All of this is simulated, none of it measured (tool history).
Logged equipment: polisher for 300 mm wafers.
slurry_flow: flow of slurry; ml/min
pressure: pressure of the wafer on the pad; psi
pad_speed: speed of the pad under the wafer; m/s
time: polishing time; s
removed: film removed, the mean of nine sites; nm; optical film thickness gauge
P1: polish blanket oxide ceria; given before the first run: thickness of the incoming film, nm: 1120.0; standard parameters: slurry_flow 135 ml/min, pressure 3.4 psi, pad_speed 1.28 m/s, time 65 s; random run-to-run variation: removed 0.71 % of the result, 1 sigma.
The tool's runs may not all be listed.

run   hour  slurry_flow  pressure  pad_speed  time  wafers polished on this pad  hours since the slurry nozzle was cleaned  hours since the head pressure was calibrated  removed
  1   14.4          135       3.4       1.28    65                          560                                        225                                         211.1   323.36
  2   28.5          135       3.4        0.6    65                          679                                      239.1                                         225.2   153.01
  3   36.9          185       3.4       1.28    65                          749                                      247.5                                         233.6   347.11
  4   47.4          135       3.4       1.74    65                          837                                        258                                         244.1   441.76
  5   59.9          135       3.4       1.28    65                          942                                      270.5                                         256.6   332.52
  6   66.8          135       3.4       1.28    65                         1000                                      277.4                                         263.5   330.53
  7   74.8           80       3.4       1.28    65                         1067                                      285.4                                         271.5    287.5
  8   81.6          135       3.4       1.28    88                         1124                                      292.2                                         278.3    445.1
  9   91.6          135       1.6       1.28    65                         1207                                      302.2                                         288.3   153.73
 10  104.2          100       3.4       0.92    65                         1313                                      314.8                                         300.9   221.75
 11  114.8          135       4.5       1.28    65                         1402                                      325.4                                         311.5    434.8
 12  127.9          135       3.4       1.28    65                         1512                                      338.5                                         324.6   329.44
 13  140.5          135       3.4       1.28    44                         1617                                      351.1                                         337.2   221.34
 14  151.1          180       3.4       1.28    48                         1706                                      361.7                                         347.8   254.63
 15  157.9          135       4.6       1.28    36                         1763                                      368.5                                         354.6   248.33
 16  170.7          135       3.4       1.28    65                         1870                                      381.3                                         367.4   328.05
 17  181.9          135       3.4       1.28    65                         1964                                      392.5                                         378.6   325.97
 18  194.6          135       3.4       1.28    65                         2070                                      405.2                                         391.3   314.62
 19    201          135       3.4       1.28    65                         2124                                      411.6                                         397.7    310.1
 20    213          135       3.4       1.28    65                         2225                                      423.6                                         409.7   310.92
 21    221          135       3.4       1.28    65                         2292                                      431.6                                         417.7   301.18
 22  231.1          135       3.4       1.28    65                         2376                                      441.7                                         427.8   301.39
       237  -- worn pad replaced by a new one
 23  242.2          135       3.4       1.28    65                           43                                      452.8                                         438.9   301.66
 24  251.9          135       3.4       1.28    65                          124                                      462.5                                         448.6   294.08
 25  261.2          135       3.4       1.28    65                          202                                      471.8                                         457.9   298.26
 26  270.8          135       3.4       1.28    65                          283                                      481.4                                         467.5   295.25

The output of P1 has drifted from where it used to be. Each of the 2 causes below, taken at the size shown beside it, accounts for the log equally well:
A: head's pressure below its setpoint, % = 10
B: slurry flow missing at the pad, % = 36.4
The drift started at roughly hour 181.9.
Ruled out, with reasons:
removal rate lost through wear of the pad, %: was serviced at hour 237, once the creep was under way, yet the earlier output never came back

Listed below are the offered check runs, one wafer per run, with question marks in place of results. For which of them would the causes give clearly different outcomes?
check 1  280.4          135       3.4       1.28    86                                                                                                                              ?
check 2  280.4           80       3.4       1.28    65                                                                                                                              ?
check 3  280.4          135       4.2        0.6    65                                                                                                                              ?
check 4  280.4          135       4.1       1.28    65                                                                                                                              ?

What every check run would give for each of its results, assuming each possible cause in turn:
  check   result    if A    if B
check 1  removed  390.51  390.34
check 2  removed  260.09  244.98
check 3  removed  170.91  170.83
check 4  removed  355.92  355.77
Per-check spread between the two closest causes, in the result where they differ most: check 1 0.04 %; check 2 5.99 %; check 3 0.04 %; check 4 0.04 %
Only check 2 tells the causes apart: in the others they would give nearly the same result.

Running check 2 produced the following: removed 245.35 nm. Which one of the listed causes fits?

It is B: slurry flow missing at the pad, %.
